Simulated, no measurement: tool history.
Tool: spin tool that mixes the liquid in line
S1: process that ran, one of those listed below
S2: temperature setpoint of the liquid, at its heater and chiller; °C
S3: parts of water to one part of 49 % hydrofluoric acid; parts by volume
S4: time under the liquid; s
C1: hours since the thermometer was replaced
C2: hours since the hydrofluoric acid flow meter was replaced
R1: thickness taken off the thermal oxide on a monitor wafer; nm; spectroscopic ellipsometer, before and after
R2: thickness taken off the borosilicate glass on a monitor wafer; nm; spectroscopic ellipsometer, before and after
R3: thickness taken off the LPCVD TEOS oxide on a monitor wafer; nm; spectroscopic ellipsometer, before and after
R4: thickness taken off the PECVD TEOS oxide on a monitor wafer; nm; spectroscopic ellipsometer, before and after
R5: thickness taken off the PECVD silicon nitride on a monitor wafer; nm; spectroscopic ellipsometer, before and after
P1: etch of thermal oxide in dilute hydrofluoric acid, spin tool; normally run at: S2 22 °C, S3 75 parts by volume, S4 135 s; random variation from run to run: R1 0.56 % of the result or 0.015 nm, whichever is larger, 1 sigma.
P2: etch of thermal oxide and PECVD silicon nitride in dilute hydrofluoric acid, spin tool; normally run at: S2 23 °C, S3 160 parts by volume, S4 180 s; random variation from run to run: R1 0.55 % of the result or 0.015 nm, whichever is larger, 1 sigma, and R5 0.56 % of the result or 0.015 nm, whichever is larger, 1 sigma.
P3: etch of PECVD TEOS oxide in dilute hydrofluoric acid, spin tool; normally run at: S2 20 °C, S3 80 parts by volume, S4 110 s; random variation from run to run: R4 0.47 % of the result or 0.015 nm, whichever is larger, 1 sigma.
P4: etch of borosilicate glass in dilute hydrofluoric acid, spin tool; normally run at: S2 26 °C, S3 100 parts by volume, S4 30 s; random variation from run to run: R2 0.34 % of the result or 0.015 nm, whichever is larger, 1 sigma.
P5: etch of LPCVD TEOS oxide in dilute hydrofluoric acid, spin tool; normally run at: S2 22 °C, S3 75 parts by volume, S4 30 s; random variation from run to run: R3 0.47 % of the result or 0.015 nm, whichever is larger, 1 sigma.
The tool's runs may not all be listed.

{"run": 1, "hour": 5.7, "S1": "P1", "S2": 22, "S3": 75, "S4": 135, "C1": 887.3, "C2": 813.3, "R1": 8.1363}
{"run": 2, "hour": 10.9, "S1": "P1", "S2": 22, "S3": 110, "S4": 135, "C1": 892.5, "C2": 818.5, "R1": 5.3179}
{"run": 3, "hour": 14.4, "S1": "P1", "S2": 22, "S3": 75, "S4": 230, "C1": 896, "C2": 822, "R1": 13.791}
{"run": 4, "hour": 19.7, "S1": "P1", "S2": 22, "S3": 75, "S4": 40, "C1": 901.3, "C2": 827.3, "R1": 2.3821}
{"run": 5, "hour": 22.4, "S1": "P1", "S2": 22, "S3": 35, "S4": 225, "C1": 904, "C2": 830, "R1": 30.231}
{"run": 6, "hour": 27.6, "S1": "P1", "S2": 22, "S3": 75, "S4": 135, "C1": 909.2, "C2": 835.2, "R1": 8.0272}
{"run": 7, "hour": 31.5, "S1": "P1", "S2": 22, "S3": 75, "S4": 135, "C1": 913.1, "C2": 839.1, "R1": 7.9937}
{"run": 8, "hour": 35.3, "S1": "P4", "S2": 26, "S3": 100, "S4": 15, "C1": 916.9, "C2": 842.9, "R2": 7.0556}
{"run": 9, "hour": 40.9, "S1": "P5", "S2": 22, "S3": 40, "S4": 30, "C1": 922.5, "C2": 848.5, "R3": 12.352}
{"run": 10, "hour": 45.4, "S1": "P3", "S2": 25, "S3": 80, "S4": 110, "C1": 927, "C2": 853, "R4": 17.962}
{"run": 11, "hour": 48.2, "S1": "P4", "S2": 26, "S3": 100, "S4": 30, "C1": 929.8, "C2": 855.8, "R2": 13.965}
{"run": 12, "hour": 51.4, "S1": "P3", "S2": 20, "S3": 80, "S4": 110, "C1": 933, "C2": 859, "R4": 14.634}
{"run": 13, "hour": 56.6, "S1": "P1", "S2": 22, "S3": 130, "S4": 45, "C1": 938.2, "C2": 864.2, "R1": 1.4578}
{"run": 14, "hour": 62.1, "S1": "P1", "S2": 22, "S3": 75, "S4": 135, "C1": 943.7, "C2": 869.7, "R1": 8.1495}
{"run": 15, "hour": 64.8, "S1": "P5", "S2": 17, "S3": 75, "S4": 30, "C1": 946.4, "C2": 872.4, "R3": 5.0487}
{"run": 16, "hour": 68.3, "S1": "P3", "S2": 20, "S3": 80, "S4": 110, "C1": 949.9, "C2": 875.9, "R4": 14.921}
{"run": 17, "hour": 71.7, "S1": "P4", "S2": 26, "S3": 150, "S4": 30, "C1": 953.3, "C2": 879.3, "R2": 8.7781}
{"run": 18, "hour": 75.2, "S1": "P4", "S2": 18.5, "S3": 100, "S4": 30, "C1": 956.8, "C2": 882.8, "R2": 10.393}
{"run": 19, "hour": 80.8, "S1": "P5", "S2": 22, "S3": 75, "S4": 30, "C1": 962.4, "C2": 888.4, "R3": 6.3015}
{"run": 20, "hour": 85.9, "S1": "P3", "S2": 20, "S3": 80, "S4": 30, "C1": 967.5, "C2": 893.5, "R4": 4.0278}
{"run": 21, "hour": 91.0, "S1": "P1", "S2": 26.5, "S3": 75, "S4": 135, "C1": 972.6, "C2": 898.6, "R1": 9.6365}
{"run": 22, "hour": 94.4, "S1": "P1", "S2": 27, "S3": 75, "S4": 255, "C1": 976, "C2": 902, "R1": 18.657}
{"run": 23, "hour": 100.3, "S1": "P1", "S2": 22, "S3": 75, "S4": 135, "C1": 981.9, "C2": 907.9, "R1": 8.0199}
{"run": 24, "hour": 104.9, "S1": "P2", "S2": 23, "S3": 160, "S4": 180, "C1": 986.5, "C2": 912.5, "R1": 4.531, "R5": 6.0181}
{"run": 25, "hour": 109.0, "S1": "P1", "S2": 22, "S3": 20, "S4": 135, "C1": 990.6, "C2": 916.6, "R1": 32.874}
{"run": 26, "hour": 112.2, "S1": "P5", "S2": 22, "S3": 75, "S4": 30, "C1": 993.8, "C2": 919.8, "R3": 6.2833}
{"run": 27, "hour": 115.8, "S1": "P5", "S2": 22, "S3": 75, "S4": 50, "C1": 997.4, "C2": 923.4, "R3": 10.521}
{"run": 28, "hour": 121.2, "S1": "P1", "S2": 22, "S3": 75, "S4": 135, "C1": 1002.8, "C2": 928.8, "R1": 8.0626}
{"run": 29, "hour": 125.8, "S1": "P3", "S2": 20, "S3": 20, "S4": 110, "C1": 1007.4, "C2": 933.4, "R4": 63.637}

Run 30 comes next. What will it give?
{"run": 30, "hour": 131.6, "S1": "P1", "S2": 22, "S3": 75, "S4": 135, "C1": 1013.2, "C2": 939.2, "R1": "?"}

{"run 30": {"R1": 8.088}}
